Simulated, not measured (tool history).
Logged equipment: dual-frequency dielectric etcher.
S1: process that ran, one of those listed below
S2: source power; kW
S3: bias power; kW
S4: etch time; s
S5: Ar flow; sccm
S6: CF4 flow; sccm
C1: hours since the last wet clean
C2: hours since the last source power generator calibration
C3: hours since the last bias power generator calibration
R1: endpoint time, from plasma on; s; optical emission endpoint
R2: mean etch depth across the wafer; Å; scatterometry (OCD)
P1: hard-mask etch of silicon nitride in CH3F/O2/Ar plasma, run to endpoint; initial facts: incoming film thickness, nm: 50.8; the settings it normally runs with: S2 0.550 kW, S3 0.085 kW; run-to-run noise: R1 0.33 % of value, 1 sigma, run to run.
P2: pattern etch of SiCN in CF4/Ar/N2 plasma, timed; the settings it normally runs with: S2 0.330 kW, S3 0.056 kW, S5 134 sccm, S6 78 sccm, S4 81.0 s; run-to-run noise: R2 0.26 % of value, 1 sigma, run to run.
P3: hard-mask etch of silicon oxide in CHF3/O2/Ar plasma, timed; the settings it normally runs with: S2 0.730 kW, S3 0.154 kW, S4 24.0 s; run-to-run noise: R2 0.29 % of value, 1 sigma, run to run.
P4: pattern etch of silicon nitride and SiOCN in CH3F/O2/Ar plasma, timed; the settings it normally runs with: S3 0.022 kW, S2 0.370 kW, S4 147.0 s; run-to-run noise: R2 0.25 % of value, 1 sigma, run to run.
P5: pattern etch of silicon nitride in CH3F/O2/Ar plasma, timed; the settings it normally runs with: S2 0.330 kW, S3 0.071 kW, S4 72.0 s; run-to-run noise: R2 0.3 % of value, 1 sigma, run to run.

| run | day | S1 | S2 | S3 | S4 | S5 | S6 | C1 | C2 | C3 | R1 | R2 |
|---|---|---|---|---|---|---|---|---|---|---|---|---|
| 1 | 0.225 | P1 | 0.550 | 0.085 |  |  |  | 156.0 | 2332.4 | 616.8 | 61.319 |  |
| 2 | 0.467 | P3 | 0.730 | 0.154 | 13.5 |  |  | 161.8 | 2338.2 | 622.6 |  | 272.11 |
| 3 | 0.908 | P2 | 0.450 | 0.056 | 81.0 | 134 | 78 | 172.4 | 2348.8 | 633.2 |  | 613.96 |
| 4 | 1.142 | P3 | 1.010 | 0.154 | 24.0 |  |  | 178.0 | 2354.4 | 638.8 |  | 546.79 |
| 5 | 1.550 | P1 | 0.410 | 0.085 |  |  |  | 187.8 | 2364.2 | 648.6 | 68.643 |  |
| 6 | 1.754 | P5 | 0.330 | 0.071 | 43.5 |  |  | 192.7 | 2369.1 | 653.5 |  | 297.35 |
| 7 | 1.992 | P1 | 0.720 | 0.085 |  |  |  | 198.4 | 2374.8 | 659.2 | 55.435 |  |
| 8 | 2.412 | P1 | 0.550 | 0.085 |  |  |  | 208.5 | 2384.9 | 669.3 | 61.222 |  |
| 9 | 2.638 | P2 | 0.330 | 0.056 | 44.5 | 134 | 78 | 213.9 | 2390.3 | 674.7 |  | 256.51 |
| 10 | 2.879 | P4 | 0.370 | 0.013 | 147.0 |  |  | 219.7 | 2396.1 | 680.5 |  | 153.82 |
| 11 | 3.175 | P5 | 0.330 | 0.071 | 72.0 |  |  | 226.8 | 2403.2 | 687.6 |  | 490.21 |
| 12 | 3.429 | P4 | 0.370 | 0.022 | 147.0 |  |  | 232.9 | 2409.3 | 693.7 |  | 193.50 |
| 13 | 3.642 | P1 | 0.660 | 0.063 |  |  |  | 238.0 | 2414.4 | 698.8 | 63.522 |  |
| 14 | 3.908 | P1 | 0.550 | 0.085 |  |  |  | 244.4 | 2420.8 | 705.2 | 61.234 |  |
| 15 | 4.179 | P1 | 0.550 | 0.085 |  |  |  | 250.9 | 2427.3 | 711.7 | 61.676 |  |
| 16 | 4.392 | P5 | 0.210 | 0.071 | 72.0 |  |  | 256.0 | 2432.4 | 716.8 |  | 415.35 |
| 17 | 4.758 | P4 | 0.370 | 0.022 | 147.0 |  |  | 264.8 | 2441.2 | 725.6 |  | 192.13 |
| 18 | 5.112 | P1 | 0.550 | 0.053 |  |  |  | 273.3 | 2449.7 | 734.1 | 71.795 |  |
| 19 | 5.338 | P2 | 0.330 | 0.056 | 81.0 | 134 | 78 | 278.7 | 2455.1 | 739.5 |  | 468.14 |
| 20 | 5.762 | P2 | 0.330 | 0.056 | 81.0 | 134 | 99 | 288.9 | 2465.3 | 749.7 |  | 485.75 |
| 21 | 6.129 | P1 | 0.550 | 0.085 |  |  |  | 297.7 | 2474.1 | 758.5 | 61.438 |  |
| 22 | 6.321 | P5 | 0.330 | 0.086 | 72.0 |  |  | 302.3 | 2478.7 | 763.1 |  | 527.65 |
| 23 | 6.667 | P1 | 0.550 | 0.085 |  |  |  | 310.6 | 2487.0 | 771.4 | 61.411 |  |
| 24 | 7.004 | P2 | 0.330 | 0.041 | 81.0 | 134 | 78 | 318.7 | 2495.1 | 779.5 |  | 419.18 |
| 25 | 7.433 | P4 | 0.290 | 0.022 | 147.0 |  |  | 329.0 | 2505.4 | 789.8 |  | 177.68 |
| 26 | 7.662 | P1 | 0.550 | 0.085 |  |  |  | 334.5 | 2510.9 | 795.3 | 61.604 |  |
| 27 | 8.012 | P1 | 0.550 | 0.103 |  |  |  | 342.9 | 2519.3 | 803.7 | 57.299 |  |
| 28 | 8.267 | P1 | 0.680 | 0.055 |  |  |  | 349.0 | 2525.4 | 809.8 | 65.231 |  |
| 29 | 8.688 | P3 | 0.730 | 0.154 | 24.0 |  |  | 359.1 | 2535.5 | 819.9 |  | 479.29 |
| 30 | 9.096 | P3 | 0.730 | 0.100 | 24.0 |  |  | 368.9 | 2545.3 | 829.7 |  | 422.23 |
| 31 | 9.521 | P2 | 0.330 | 0.056 | 81.0 | 170 | 78 | 379.1 | 2555.5 | 839.9 |  | 448.50 |
| 32 | 9.912 | P4 | 0.370 | 0.022 | 83.0 |  |  | 388.5 | 2564.9 | 849.3 |  | 108.66 |
| 33 | 10.321 | P1 | 0.700 | 0.053 |  |  |  | 398.3 | 2574.7 | 859.1 | 65.135 |  |
| 34 | 10.621 | P1 | 0.550 | 0.085 |  |  |  | 405.5 | 2581.9 | 866.3 | 61.265 |  |
| 35 | 10.958 | P1 | 0.550 | 0.085 |  |  |  | 413.6 | 2590.0 | 874.4 | 60.655 |  |
| 36 | 11.396 | P1 | 0.550 | 0.085 |  |  |  | 424.1 | 2600.5 | 884.9 | 60.324 |  |
| 37 | 11.604 | P1 | 0.550 | 0.085 |  |  |  | 429.1 | 2605.5 | 889.9 | 60.596 |  |
| 38 | 11.796 | P1 | 0.550 | 0.085 |  |  |  | 433.7 | 2610.1 | 894.5 | 60.739 |  |
|  | 11.946 | wet clean of the chamber |
| 39 | 12.229 | P1 | 0.550 | 0.085 |  |  |  | 6.8 | 2620.5 | 904.9 | 60.483 |  |
| 40 | 12.429 | P1 | 0.550 | 0.085 |  |  |  | 11.6 | 2625.3 | 909.7 | 60.447 |  |

The output of P1 has drifted from where it used to be. Each of the 2 causes below, taken at the size shown beside it, accounts for the log equally well:
A: source power that arrives over what is set, % = 4.45
B: bias power that arrives over what is set, % = 4.84
The gradual shift began around day 10.621.
Every other cause this tool's parts could produce, and why it does not fit the log:
chamber walls in a state that raises the etch rate, %: serviced at day 11.946, after the drift had started, without restoring the earlier output

Question marks stand in for the results of the 4 check runs listed below, each run on one wafer. Under which run would the listed causes show clearly different results?
| check 1 | 12.629 | P3 | 0.730 | 0.116 | 14.5 |  |  |  |  |  |  | ? |
| check 2 | 12.629 | P5 | 0.270 | 0.071 | 53.0 |  |  |  |  |  |  | ? |
| check 3 | 12.629 | P4 | 0.370 | 0.013 | 147.0 |  |  |  |  |  |  | ? |
| check 4 | 12.629 | P2 | 0.440 | 0.056 | 81.0 | 134 | 93 |  |  |  |  | ? |

Expected result of each check under each candidate cause:
| check | result | if A | if B |
|---|---|---|---|
| check 1 | R2 | 270.78 | 269.98 |
| check 2 | R2 | 341.51 | 341.62 |
| check 3 | R2 | 156.69 | 157.12 |
| check 4 | R2 | 643.48 | 628.93 |
Minimum pairwise separation of causes per check, each pair taken at its best-separating result: check 1 0.3 %; check 2 0.03 %; check 3 0.28 %; check 4 2.29 %
Only check 4 tells the causes apart: in the others they would give nearly the same result.

With check 4 done, the readings were: R2 628.38 Å. Identify which of the listed causes applies.

Of the candidate causes, it is B: bias power that arrives over what is set, %.

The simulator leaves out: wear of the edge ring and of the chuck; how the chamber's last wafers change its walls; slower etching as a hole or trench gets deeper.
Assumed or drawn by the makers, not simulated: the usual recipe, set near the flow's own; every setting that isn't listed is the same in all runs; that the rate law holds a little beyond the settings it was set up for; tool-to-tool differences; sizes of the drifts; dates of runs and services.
